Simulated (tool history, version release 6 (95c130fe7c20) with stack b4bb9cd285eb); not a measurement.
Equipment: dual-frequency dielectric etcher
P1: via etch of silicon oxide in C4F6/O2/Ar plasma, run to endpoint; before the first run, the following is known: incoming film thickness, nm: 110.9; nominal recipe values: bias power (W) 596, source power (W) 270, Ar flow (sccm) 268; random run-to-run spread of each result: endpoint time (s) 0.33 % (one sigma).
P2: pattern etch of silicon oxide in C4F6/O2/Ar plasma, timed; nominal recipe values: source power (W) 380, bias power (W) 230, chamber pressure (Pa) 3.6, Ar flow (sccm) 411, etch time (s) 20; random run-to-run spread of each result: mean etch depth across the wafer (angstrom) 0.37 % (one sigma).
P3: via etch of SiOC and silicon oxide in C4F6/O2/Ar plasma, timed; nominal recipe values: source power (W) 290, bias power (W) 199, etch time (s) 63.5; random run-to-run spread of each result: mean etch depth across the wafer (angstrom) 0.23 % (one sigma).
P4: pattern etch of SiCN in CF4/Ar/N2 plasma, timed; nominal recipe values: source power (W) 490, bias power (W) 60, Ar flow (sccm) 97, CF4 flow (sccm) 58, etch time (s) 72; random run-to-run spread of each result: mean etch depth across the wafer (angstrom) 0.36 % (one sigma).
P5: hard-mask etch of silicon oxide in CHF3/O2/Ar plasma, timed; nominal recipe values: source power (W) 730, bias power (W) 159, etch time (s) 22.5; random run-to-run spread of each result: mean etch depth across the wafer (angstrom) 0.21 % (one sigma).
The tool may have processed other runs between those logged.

run,hour,process that ran,bias power (W),source power (W),Ar flow (sccm),CF4 flow (sccm),etch time (s),chamber pressure (Pa),hours since the last wet clean,hours since the last bias power generator calibration,hours since the last source power generator calibration,hours since the last Ar flow controller change,endpoint time (s),mean etch depth across the wafer (angstrom)
1,14.1,P1,596,270,268,,,,216,1098.2,914.7,2073.5,25.261,
2,25.7,P4,60,490,97,78,72,,227.6,1109.8,926.3,2085.1,,658.49
3,36.8,P1,704,270,268,,,,238.7,1120.9,937.4,2096.2,23.738,
4,47.2,P4,60,490,97,58,72,,249.1,1131.3,947.8,2106.6,,627.18
5,56.7,P1,596,270,268,,,,258.6,1140.8,957.3,2116.1,25.158,
6,64,P1,824,180,268,,,,265.9,1148.1,964.6,2123.4,25.715,
7,76.3,P1,596,270,198,,,,278.2,1160.4,976.9,2135.7,24.449,
8,84,P1,596,270,268,,,,285.9,1168.1,984.6,2143.4,25.141,
9,90.9,P5,159,730,,,12.5,,292.8,1175,991.5,2150.3,,249.97
10,105.1,P2,230,380,411,,30,3.6,307,1189.2,1005.7,2164.5,,993.48
11,113.4,P5,159,730,,,22.5,,315.3,1197.5,1014,2172.8,,450.04
12,123.7,P1,596,180,268,,,,325.6,1207.8,1024.3,2183.1,29.409,
# hour 127.1: source power generator calibrated
13,138.8,P2,313,380,411,,20,3.6,340.7,1222.9,11.7,2198.2,,736.07
14,152.7,P3,199,290,,,89.5,,354.6,1236.8,25.6,2212.1,,932.86
15,165,P4,60,490,97,58,94.5,,366.9,1249.1,37.9,2224.4,,823.3
16,174.3,P2,230,380,411,,20,4.73,376.2,1258.4,47.2,2233.7,,641.18
17,188,P4,60,490,97,58,72,,389.9,1272.1,60.9,2247.4,,626.42
18,196.6,P4,39,490,97,58,72,,398.5,1280.7,69.5,2256,,542.04
19,204.8,P1,596,380,184,,,,406.7,1288.9,77.7,2264.2,21.563,
20,212.5,P3,199,390,,,63.5,,414.4,1296.6,85.4,2271.9,,738.88
21,224.9,P1,596,270,268,,,,426.8,1309,97.8,2284.3,25.371,
22,233.1,P1,435,220,268,,,,435,1317.2,106,2292.5,30.838,
# hour 238.8: wet clean of the chamber
23,245.7,P2,230,380,411,,20,3.6,6.9,1329.8,118.6,2305.1,,662.54
24,257.6,P4,60,330,97,58,72,,18.8,1341.7,130.5,2317,,443.45
25,272.1,P4,60,490,66,58,72,,33.3,1356.2,145,2331.5,,664.85
26,283.1,P5,105,730,,,22.5,,44.3,1367.2,156,2342.5,,395.61
27,295.2,P1,596,270,268,,,,56.4,1379.3,168.1,2354.6,25.431,
28,306.4,P5,159,730,,,22.5,,67.6,1390.5,179.3,2365.8,,448.91
29,317.5,P2,230,380,238,,20,3.6,78.7,1401.6,190.4,2376.9,,699.38
30,327.4,P5,159,860,,,22.5,,88.6,1411.5,200.3,2386.8,,477.75
31,340.3,P3,199,290,,,63.5,,101.5,1424.4,213.2,2399.7,,659.33
32,350.4,P2,230,380,411,,20,3.6,111.6,1434.5,223.3,2409.8,,662.77
33,360.7,P1,596,270,361,,,,121.9,1444.8,233.6,2420.1,26.064,
34,372.2,P1,596,380,268,,,,133.4,1456.3,245.1,2431.6,22.361,
35,385.3,P2,230,470,411,,20,3.6,146.5,1469.4,258.2,2444.7,,718.63
36,393.7,P3,141,290,,,63.5,,154.9,1477.8,266.6,2453.1,,589.67
37,401.7,P1,475,270,268,,,,162.9,1485.8,274.6,2461.1,27.663,
38,410.5,P1,596,270,268,,,,171.7,1494.6,283.4,2469.9,25.319,
39,422.3,P1,596,270,268,,,,183.5,1506.4,295.2,2481.7,25.43,
40,434.7,P1,596,270,268,,,,195.9,1518.8,307.6,2494.1,25.618,
41,449.6,P1,596,270,268,,,,210.8,1533.7,322.5,2509,25.705,
# hour 459.3: wet clean of the chamber
# hour 459.7: Ar flow controller replaced
42,460.3,P1,596,270,268,,,,1,1544.4,333.2,0.6,25.723,
43,469.3,P1,596,270,268,,,,10,1553.4,342.2,9.6,25.63,
44,475.9,P1,596,270,268,,,,16.6,1560,348.8,16.2,25.588,
45,488.5,P1,596,270,268,,,,29.2,1572.6,361.4,28.8,25.824,

The log shows P1 creeping away from where it was. Any of the 2 causes listed here, at the size stated for it, fits the log just as well as the others:
A: bias power that arrives under what is set, % = 4.19
B: source power that arrives under what is set, % = 4.48
The onset of the drift is placed at about hour 410.5.
The rest of the possible causes, and what rules out each one:
chamber walls in a state that lowers the etch rate, %: maintenance at hour 459.3, after the shift began, did not return the process to its former output
Ar flow that arrives over what is set, %: maintenance at hour 459.7, after the shift began, did not return the process to its former output

Question marks stand in for the results of the 4 check runs listed below, each run on one wafer. Under which run would the listed causes show clearly different results?
check 1,501.1,P2,305,380,411,,29.5,3.6,,,,,,?
check 2,501.1,P3,199,380,,,81,,,,,,,?
check 3,501.1,P4,60,490,97,76,88,,,,,,,?
check 4,501.1,P5,118,730,,,15.5,,,,,,,?

Expected result of each check under each candidate cause:
check,result,if A,if B
check 1,mean etch depth across the wafer (angstrom),1059,1056.5
check 2,mean etch depth across the wafer (angstrom),920.16,916.88
check 3,mean etch depth across the wafer (angstrom),789.61,768.78
check 4,mean etch depth across the wafer (angstrom),278.33,276.87
Per-check spread between the two closest causes, in the result where they differ most: check 1 0.23 %; check 2 0.36 %; check 3 2.67 %; check 4 0.53 %
Check 3 is the one run that separates the causes; every other check would come out nearly the same whichever cause is at work.

After running check 3, the following was obtained: mean etch depth across the wafer (angstrom) 786.77. Which cause does this point to?

Of the candidate causes, it is A: bias power that arrives under what is set, %.
